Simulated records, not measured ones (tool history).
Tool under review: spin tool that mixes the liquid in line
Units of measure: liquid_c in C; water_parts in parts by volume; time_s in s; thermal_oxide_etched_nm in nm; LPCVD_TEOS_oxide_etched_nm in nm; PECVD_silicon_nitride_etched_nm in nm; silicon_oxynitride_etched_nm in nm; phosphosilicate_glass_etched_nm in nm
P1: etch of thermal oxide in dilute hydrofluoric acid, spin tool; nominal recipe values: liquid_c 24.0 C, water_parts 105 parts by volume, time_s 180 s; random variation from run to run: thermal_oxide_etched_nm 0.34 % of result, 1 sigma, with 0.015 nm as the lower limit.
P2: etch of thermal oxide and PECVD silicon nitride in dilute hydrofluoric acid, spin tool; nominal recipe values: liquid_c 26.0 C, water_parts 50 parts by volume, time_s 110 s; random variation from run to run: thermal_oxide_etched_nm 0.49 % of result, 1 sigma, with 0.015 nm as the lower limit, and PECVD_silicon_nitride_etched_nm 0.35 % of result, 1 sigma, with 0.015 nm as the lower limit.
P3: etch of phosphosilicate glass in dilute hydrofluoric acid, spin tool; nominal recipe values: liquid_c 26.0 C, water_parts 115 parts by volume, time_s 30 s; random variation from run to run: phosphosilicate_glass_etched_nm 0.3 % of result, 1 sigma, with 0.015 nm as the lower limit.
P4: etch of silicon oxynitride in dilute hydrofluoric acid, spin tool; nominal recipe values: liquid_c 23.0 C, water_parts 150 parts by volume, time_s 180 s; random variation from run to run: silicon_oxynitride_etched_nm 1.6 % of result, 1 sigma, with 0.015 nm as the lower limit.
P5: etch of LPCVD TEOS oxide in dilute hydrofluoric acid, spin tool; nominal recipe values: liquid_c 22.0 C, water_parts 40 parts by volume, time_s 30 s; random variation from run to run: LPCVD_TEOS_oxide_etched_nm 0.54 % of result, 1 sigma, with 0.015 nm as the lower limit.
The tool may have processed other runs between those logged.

run,hour,process,liquid_c,water_parts,time_s,hours since the thermometer was replaced,hours since the hydrofluoric acid flow meter was replaced,thermal_oxide_etched_nm,LPCVD_TEOS_oxide_etched_nm,PECVD_silicon_nitride_etched_nm,silicon_oxynitride_etched_nm,phosphosilicate_glass_etched_nm
1,5.6,P1,24.0,105,180,279.5,252.8,8.42000,,,,
2,9.4,P1,24.0,105,15,283.3,256.6,0.71517,,,,
3,13.1,P5,22.0,40,15,287.0,260.3,,13.418,,,
4,19.2,P2,26.0,50,110,293.1,266.4,12.08100,,5.8143,,
5,23.7,P1,24.0,185,180,297.6,270.9,4.37280,,,,
6,29.6,P1,24.0,105,180,303.5,276.8,8.49540,,,,
7,33.2,P4,23.0,150,180,307.1,280.4,,,,1.6821,
# hour 35.2: thermometer replaced
8,36.4,P4,31.0,150,180,1.3,283.6,,,,2.3332,
9,40.6,P4,23.0,220,180,5.5,287.8,,,,1.0610,
10,45.3,P5,22.0,40,30,10.2,292.5,,26.801,,,
11,48.4,P1,24.0,105,180,13.3,295.6,8.45070,,,,
12,54.0,P5,22.0,40,30,18.9,301.2,,26.869,,,
13,57.1,P1,32.0,105,180,22.0,304.3,11.51900,,,,
14,60.3,P1,24.0,105,310,25.2,307.5,14.56200,,,,
15,65.2,P1,19.5,105,180,30.1,312.4,7.04710,,,,
16,68.9,P1,24.0,60,280,33.8,316.1,24.55100,,,,
17,72.7,P1,24.0,105,180,37.6,319.9,8.49990,,,,
18,77.5,P4,23.0,150,345,42.4,324.7,,,,3.1430,
19,83.0,P1,28.5,30,180,47.9,330.2,39.31000,,,,
20,86.7,P2,26.0,50,200,51.6,333.9,21.96400,,10.5580,,
# hour 91.7: hydrofluoric acid flow meter replaced
21,92.5,P3,26.0,115,15,57.4,0.8,,,,,17.464
22,96.0,P2,26.0,20,110,60.9,4.3,31.45500,,14.1700,,
23,100.0,P5,22.0,20,30,64.9,8.3,,54.449,,,
24,105.2,P3,19.5,115,30,70.1,13.5,,,,,26.844
25,108.1,P3,26.0,115,30,73.0,16.4,,,,,34.693
26,113.5,P1,24.0,105,180,78.4,21.8,8.47420,,,,
27,117.6,P2,26.0,50,110,82.5,25.9,12.11600,,5.8089,,
28,120.7,P1,24.0,20,180,85.6,29.0,49.52500,,,,
29,125.1,P5,17.0,40,30,90.0,33.4,,21.622,,,
30,129.3,P3,26.0,65,30,94.2,37.6,,,,,65.534
31,134.1,P2,18.5,50,110,99.0,42.4,8.86330,,3.4574,,
32,139.9,P1,24.0,105,180,104.8,48.2,8.40200,,,,
33,143.1,P1,24.0,105,180,108.0,51.4,8.43560,,,,
34,147.0,P3,26.0,115,30,111.9,55.3,,,,,34.860
35,150.4,P1,24.0,105,180,115.3,58.7,8.43050,,,,
36,156.6,P1,24.0,105,180,121.5,64.9,8.19210,,,,
37,161.3,P1,24.0,105,180,126.2,69.6,8.04100,,,,
38,164.2,P1,24.0,105,180,129.1,72.5,8.05940,,,,
39,169.6,P1,24.0,105,180,134.5,77.9,7.95220,,,,
40,172.8,P1,24.0,105,180,137.7,81.1,7.90980,,,,
41,178.8,P1,24.0,105,180,143.7,87.1,7.90730,,,,
42,182.8,P1,24.0,105,180,147.7,91.1,7.91790,,,,
43,187.0,P1,24.0,105,180,151.9,95.3,7.95260,,,,
44,189.8,P1,24.0,105,180,154.7,98.1,7.83450,,,,
45,195.8,P1,24.0,105,180,160.7,104.1,7.88240,,,,

What P1 gives has crept away from where it was. These 2 causes fit the log equally well, each at the size given:
A: liquid colder than its thermometer reads (K) = 1.8
B: hydrofluoric acid flow below the setpoint (%) = 6.12
The process output started creeping at around hour 150.4.

The check runs listed below each take one wafer, and their results are still question marks. Under which run would the listed causes lead to clearly different results?
check 1,201.8,P3,19.5,115,15,,,,,,,?
check 2,201.8,P2,19.0,50,200,,,?,,?,,
check 3,201.8,P4,30.5,195,180,,,,,,?,
check 4,201.8,P5,17.5,40,30,,,,?,,,

What every check run would give for each of its results, assuming each possible cause in turn:
check,result,if A,if B
check 1,phosphosilicate_glass_etched_nm,12.481,12.518
check 2,thermal_oxide_etched_nm,15.20800,15.37000
check 2,PECVD_silicon_nitride_etched_nm,5.7832,6.1747
check 3,silicon_oxynitride_etched_nm,1.5704,1.5724
check 4,LPCVD_TEOS_oxide_etched_nm,20.295,20.558
Per-check spread between the two closest causes, in the result where they differ most: check 1 0.29 %; check 2 6.55 %; check 3 0.12 %; check 4 1.29 %
Only check 2 tells the causes apart: in the others they would give nearly the same result.

Then check 2 was run and gave: thermal_oxide_etched_nm 15.29500 nm; PECVD_silicon_nitride_etched_nm 5.8074 nm. Which cause is it?

The cause is A: liquid colder than its thermometer reads (K).
